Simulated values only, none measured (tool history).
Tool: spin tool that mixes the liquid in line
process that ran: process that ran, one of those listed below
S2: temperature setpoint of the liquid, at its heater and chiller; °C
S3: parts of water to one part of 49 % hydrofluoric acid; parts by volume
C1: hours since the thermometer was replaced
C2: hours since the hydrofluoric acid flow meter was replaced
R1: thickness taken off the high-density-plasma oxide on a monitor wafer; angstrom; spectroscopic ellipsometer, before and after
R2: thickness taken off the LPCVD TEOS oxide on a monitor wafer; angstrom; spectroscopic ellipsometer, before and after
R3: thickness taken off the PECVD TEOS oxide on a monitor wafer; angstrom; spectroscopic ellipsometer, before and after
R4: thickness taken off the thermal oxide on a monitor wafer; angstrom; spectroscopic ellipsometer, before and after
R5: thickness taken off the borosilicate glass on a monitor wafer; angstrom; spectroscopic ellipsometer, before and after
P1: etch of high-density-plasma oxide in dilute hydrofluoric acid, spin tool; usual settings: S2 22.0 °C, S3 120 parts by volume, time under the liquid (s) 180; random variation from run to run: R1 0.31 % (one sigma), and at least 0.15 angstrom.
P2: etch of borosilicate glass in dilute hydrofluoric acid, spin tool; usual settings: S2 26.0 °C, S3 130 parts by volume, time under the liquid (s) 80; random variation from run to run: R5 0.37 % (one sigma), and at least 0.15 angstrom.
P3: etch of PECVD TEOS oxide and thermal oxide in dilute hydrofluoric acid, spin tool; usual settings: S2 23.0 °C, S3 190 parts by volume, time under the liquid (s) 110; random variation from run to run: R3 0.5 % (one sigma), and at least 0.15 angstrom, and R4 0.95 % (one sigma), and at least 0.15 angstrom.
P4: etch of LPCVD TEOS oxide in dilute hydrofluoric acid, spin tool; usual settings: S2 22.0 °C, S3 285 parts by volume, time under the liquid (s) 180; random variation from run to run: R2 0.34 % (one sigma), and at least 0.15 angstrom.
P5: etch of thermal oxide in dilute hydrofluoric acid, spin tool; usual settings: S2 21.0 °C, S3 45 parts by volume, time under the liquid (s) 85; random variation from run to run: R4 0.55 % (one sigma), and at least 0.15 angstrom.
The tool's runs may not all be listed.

Run 1, hour 9.9: process that ran P1, S2 22.0 °C, S3 120 parts by volume, time under the liquid (s) 180; C1 253.6; C2 1065.7. Result: R1 99.090 angstrom.
Run 2, hour 21.3: process that ran P4, S2 22.0 °C, S3 475 parts by volume, time under the liquid (s) 180; C1 265.0; C2 1077.1. Result: R2 70.936 angstrom.
Run 3, hour 33.4: process that ran P1, S2 22.0 °C, S3 120 parts by volume, time under the liquid (s) 180; C1 277.1; C2 1089.2. Result: R1 99.471 angstrom.
Run 4, hour 46.1: process that ran P1, S2 17.0 °C, S3 120 parts by volume, time under the liquid (s) 180; C1 289.8; C2 1101.9. Result: R1 80.912 angstrom.
Run 5, hour 60.1: process that ran P3, S2 23.0 °C, S3 190 parts by volume, time under the liquid (s) 195; C1 303.8; C2 1115.9. Result: R3 232.290 angstrom, R4 41.104 angstrom.
Run 6, hour 68.7: process that ran P1, S2 22.0 °C, S3 120 parts by volume, time under the liquid (s) 320; C1 312.4; C2 1124.5. Result: R1 176.780 angstrom.
Run 7, hour 77.7: process that ran P4, S2 29.0 °C, S3 285 parts by volume, time under the liquid (s) 180; C1 321.4; C2 1133.5. Result: R2 178.410 angstrom.
Run 8, hour 86.4: process that ran P1, S2 22.0 °C, S3 120 parts by volume, time under the liquid (s) 75; C1 330.1; C2 1142.2. Result: R1 41.344 angstrom.
Run 9, hour 99.2: process that ran P3, S2 23.0 °C, S3 310 parts by volume, time under the liquid (s) 110; C1 342.9; C2 1155.0. Result: R3 71.389 angstrom, R4 12.415 angstrom.
Run 10, hour 107.1: process that ran P1, S2 22.0 °C, S3 120 parts by volume, time under the liquid (s) 180; C1 350.8; C2 1162.9. Result: R1 99.235 angstrom.
Run 11, hour 122.0: process that ran P2, S2 26.0 °C, S3 130 parts by volume, time under the liquid (s) 80; C1 365.7; C2 1177.8. Result: R5 146.750 angstrom.
Run 12, hour 130.2: process that ran P1, S2 22.0 °C, S3 215 parts by volume, time under the liquid (s) 180; C1 373.9; C2 1186.0. Result: R1 50.605 angstrom.
Run 13, hour 142.6: process that ran P1, S2 22.0 °C, S3 40 parts by volume, time under the liquid (s) 180; C1 386.3; C2 1198.4. Result: R1 329.840 angstrom.
Run 14, hour 151.1: process that ran P2, S2 32.0 °C, S3 130 parts by volume, time under the liquid (s) 80; C1 394.8; C2 1206.9. Result: R5 183.060 angstrom.
At hour 159.7: hydrofluoric acid flow meter replaced.
Run 15, hour 163.8: process that ran P5, S2 21.0 °C, S3 20 parts by volume, time under the liquid (s) 85; C1 407.5; C2 4.2. Result: R4 195.570 angstrom.
Run 16, hour 171.0: process that ran P1, S2 22.0 °C, S3 50 parts by volume, time under the liquid (s) 15; C1 414.7; C2 11.4. Result: R1 21.629 angstrom.
Run 17, hour 181.2: process that ran P5, S2 21.0 °C, S3 45 parts by volume, time under the liquid (s) 160; C1 424.9; C2 21.6. Result: R4 158.370 angstrom.
Run 18, hour 188.6: process that ran P5, S2 25.0 °C, S3 45 parts by volume, time under the liquid (s) 85; C1 432.3; C2 29.0. Result: R4 99.039 angstrom.
Run 19, hour 198.9: process that ran P1, S2 22.0 °C, S3 120 parts by volume, time under the liquid (s) 180; C1 442.6; C2 39.3. Result: R1 99.666 angstrom.
Run 20, hour 213.4: process that ran P4, S2 22.0 °C, S3 285 parts by volume, time under the liquid (s) 180; C1 457.1; C2 53.8. Result: R2 139.890 angstrom.
Run 21, hour 223.4: process that ran P1, S2 22.0 °C, S3 120 parts by volume, time under the liquid (s) 180; C1 467.1; C2 63.8. Result: R1 99.443 angstrom.
Run 22, hour 238.3: process that ran P1, S2 22.0 °C, S3 160 parts by volume, time under the liquid (s) 65; C1 482.0; C2 78.7. Result: R1 25.789 angstrom.
Run 23, hour 253.5: process that ran P2, S2 26.0 °C, S3 130 parts by volume, time under the liquid (s) 135; C1 497.2; C2 93.9. Result: R5 246.530 angstrom.
Run 24, hour 260.1: process that ran P1, S2 29.5 °C, S3 120 parts by volume, time under the liquid (s) 180; C1 503.8; C2 100.5. Result: R1 132.590 angstrom.
Run 25, hour 267.7: process that ran P5, S2 21.0 °C, S3 45 parts by volume, time under the liquid (s) 85; C1 511.4; C2 108.1. Result: R4 84.196 angstrom.
Run 26, hour 281.0: process that ran P1, S2 22.0 °C, S3 120 parts by volume, time under the liquid (s) 180; C1 524.7; C2 121.4. Result: R1 99.432 angstrom.
Run 27, hour 290.5: process that ran P2, S2 26.0 °C, S3 235 parts by volume, time under the liquid (s) 80; C1 534.2; C2 130.9. Result: R5 71.226 angstrom.
Run 28, hour 299.3: process that ran P3, S2 17.0 °C, S3 190 parts by volume, time under the liquid (s) 110; C1 543.0; C2 139.7. Result: R3 104.140 angstrom, R4 17.904 angstrom.
Run 29, hour 309.4: process that ran P3, S2 23.0 °C, S3 190 parts by volume, time under the liquid (s) 110; C1 553.1; C2 149.8. Result: R3 129.750 angstrom, R4 23.446 angstrom.
Run 30, hour 316.4: process that ran P4, S2 22.0 °C, S3 285 parts by volume, time under the liquid (s) 335; C1 560.1; C2 156.8. Result: R2 260.630 angstrom.
Run 31, hour 325.4: process that ran P1, S2 22.0 °C, S3 120 parts by volume, time under the liquid (s) 180; C1 569.1; C2 165.8. Result: R1 99.130 angstrom.
Run 32, hour 333.9: process that ran P1, S2 22.0 °C, S3 120 parts by volume, time under the liquid (s) 180; C1 577.6; C2 174.3. Result: R1 102.010 angstrom.
Run 33, hour 348.3: process that ran P1, S2 22.0 °C, S3 120 parts by volume, time under the liquid (s) 180; C1 592.0; C2 188.7. Result: R1 104.060 angstrom.
Run 34, hour 360.0: process that ran P1, S2 22.0 °C, S3 120 parts by volume, time under the liquid (s) 180; C1 603.7; C2 200.4. Result: R1 105.070 angstrom.
Run 35, hour 371.2: process that ran P1, S2 22.0 °C, S3 120 parts by volume, time under the liquid (s) 180; C1 614.9; C2 211.6. Result: R1 105.270 angstrom.
Run 36, hour 380.3: process that ran P1, S2 22.0 °C, S3 120 parts by volume, time under the liquid (s) 180; C1 624.0; C2 220.7. Result: R1 105.760 angstrom.
Run 37, hour 389.5: process that ran P1, S2 22.0 °C, S3 120 parts by volume, time under the liquid (s) 180; C1 633.2; C2 229.9. Result: R1 105.860 angstrom.
Run 38, hour 398.8: process that ran P1, S2 22.0 °C, S3 120 parts by volume, time under the liquid (s) 180; C1 642.5; C2 239.2. Result: R1 106.420 angstrom.
Run 39, hour 406.8: process that ran P1, S2 22.0 °C, S3 120 parts by volume, time under the liquid (s) 180; C1 650.5; C2 247.2. Result: R1 106.280 angstrom.
Run 40, hour 414.5: process that ran P1, S2 22.0 °C, S3 120 parts by volume, time under the liquid (s) 180; C1 658.2; C2 254.9. Result: R1 106.920 angstrom.
Run 41, hour 428.7: process that ran P1, S2 22.0 °C, S3 120 parts by volume, time under the liquid (s) 180; C1 672.4; C2 269.1. Result: R1 106.740 angstrom.

What P1 gives has crept away from where it was. These 2 causes fit the log equally well, each at the size given:
A: hydrofluoric acid flow above the setpoint (%) = 6.6
B: liquid hotter than its thermometer reads (K) = 1.84
The creep began at about hour 325.4.

4 check runs are offered, one wafer each, their results left as question marks. Which one tells the causes apart?
Run check 1, hour 442.9: process that ran P3, S2 23.0 °C, S3 190 parts by volume, time under the liquid (s) 185. Result: R3 ?, R4 ?.
Run check 2, hour 442.9: process that ran P4, S2 26.5 °C, S3 415 parts by volume, time under the liquid (s) 180. Result: R2 ?.
Run check 3, hour 442.9: process that ran P5, S2 24.0 °C, S3 45 parts by volume, time under the liquid (s) 120. Result: R4 ?.
Run check 4, hour 442.9: process that ran P2, S2 30.0 °C, S3 130 parts by volume, time under the liquid (s) 80. Result: R5 ?.

What each check would give under each cause:
  check  result     if A     if B
check 1      R3  237.870  235.990
check 1      R4   42.065   41.732
check 2      R2  108.160  104.890
check 3      R4  143.670  144.790
check 4      R5  182.760  181.260
How far apart the two closest causes lie, in the result that separates them most: check 1 0.8 %; check 2 3.08 %; check 3 0.78 %; check 4 0.82 %
Only check 2 tells the causes apart: in the others they would give nearly the same result.

Check 2 was then run and gave: R2 104.460 angstrom. Which cause is it?

It is B: liquid hotter than its thermometer reads (K).
